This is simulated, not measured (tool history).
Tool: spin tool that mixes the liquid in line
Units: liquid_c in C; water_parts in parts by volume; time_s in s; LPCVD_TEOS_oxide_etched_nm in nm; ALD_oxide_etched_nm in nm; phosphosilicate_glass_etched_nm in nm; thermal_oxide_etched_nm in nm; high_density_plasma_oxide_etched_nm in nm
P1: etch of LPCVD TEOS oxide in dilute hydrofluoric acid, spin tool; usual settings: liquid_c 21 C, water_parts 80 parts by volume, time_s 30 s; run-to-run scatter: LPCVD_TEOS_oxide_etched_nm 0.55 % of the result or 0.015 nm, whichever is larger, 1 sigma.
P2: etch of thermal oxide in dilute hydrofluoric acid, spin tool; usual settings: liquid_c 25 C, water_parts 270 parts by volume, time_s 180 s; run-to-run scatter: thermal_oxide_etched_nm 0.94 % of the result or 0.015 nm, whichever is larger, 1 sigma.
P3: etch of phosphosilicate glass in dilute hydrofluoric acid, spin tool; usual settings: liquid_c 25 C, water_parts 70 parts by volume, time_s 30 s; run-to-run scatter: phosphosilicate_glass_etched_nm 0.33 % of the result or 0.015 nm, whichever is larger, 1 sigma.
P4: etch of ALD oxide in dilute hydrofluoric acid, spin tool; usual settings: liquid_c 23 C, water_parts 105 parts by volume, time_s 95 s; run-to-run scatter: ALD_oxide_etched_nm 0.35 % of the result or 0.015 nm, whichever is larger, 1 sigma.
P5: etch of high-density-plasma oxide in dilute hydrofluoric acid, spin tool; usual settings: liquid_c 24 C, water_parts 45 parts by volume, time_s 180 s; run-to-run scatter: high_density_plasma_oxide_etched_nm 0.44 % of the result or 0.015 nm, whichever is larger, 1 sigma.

run   hour  process  liquid_c  water_parts  time_s  LPCVD_TEOS_oxide_etched_nm  ALD_oxide_etched_nm  phosphosilicate_glass_etched_nm  thermal_oxide_etched_nm  high_density_plasma_oxide_etched_nm
  1      3       P1        21           80      30                      10.949
  2    7.9       P4        17          105      95                                            16.57
  3   12.4       P1        21           80      60                      21.844
  4   17.5       P3        25          115      30                                                                            34.031
  5   20.4       P1        21           80      30                      10.925
  6   26.1       P1      25.5           80      30                      12.942
  7   29.2       P2        25          270     180                                                                                                     2.7352
  8   34.4       P1        21          115      30                      7.3248
  9   40.1       P1        21           80      15                       5.443
 10   46.5       P5        24           45     330                                                                                                                                          41.841
 11   50.9       P5        24           30     180                                                                                                                                           34.92
 12   54.7       P1        21           80      30                       10.78
 13   59.2       P4        23          105      95                                           21.308
 14   62.5       P4        23           50      95                                           47.833
 15   67.7       P1      28.5           80      15                      7.3202
 16   70.7       P5        24           45     180                                                                                                                                          22.889
 17   74.1       P4        23          105      95                                            21.21
 18   78.8       P5        31           45     180                                                                                                                                          30.604
 19   82.4       P1        21           80      30                      10.879
 20   86.2       P4        23          105      45                                           10.017
 21   91.8       P2      31.5          270     180                                                                                                     3.3963
 22   97.4       P3        21           70      30                                                                            50.703
 23  100.3       P3        25           70      30                                                                            59.291
 24  106.2       P1        21           80      30                      10.834
 25  110.4       P3        25           70      60                                                                            118.74
 26  115.3       P1        17           80      30                      9.3076
 27  120.4       P2        25          455     180                                                                                                     1.4106
 28    124       P1        21           30      50                      51.574
 29  130.1       P2        25          270      60                                                                                                    0.94855
 30  135.4       P1        21           20      30                      46.916
 31  140.1       P1        21           80      30                      10.881
 32  144.3       P1        21           80      30                      10.551
 33  149.1       P1        21           80      30                      10.238
 34  153.4       P1        21           80      30                      10.061
 35  157.7       P1        21           80      30                      9.9179
 36  163.7       P1        21           80      30                      9.9661
 37  168.9       P1        21           80      30                      9.8143
 38  174.1       P1        21           80      30                       9.915

Run 39 comes next. What will it give?
 39  178.3       P1        21           80      30                           ?

{"run 39": {"LPCVD_TEOS_oxide_etched_nm": 9.8733}}
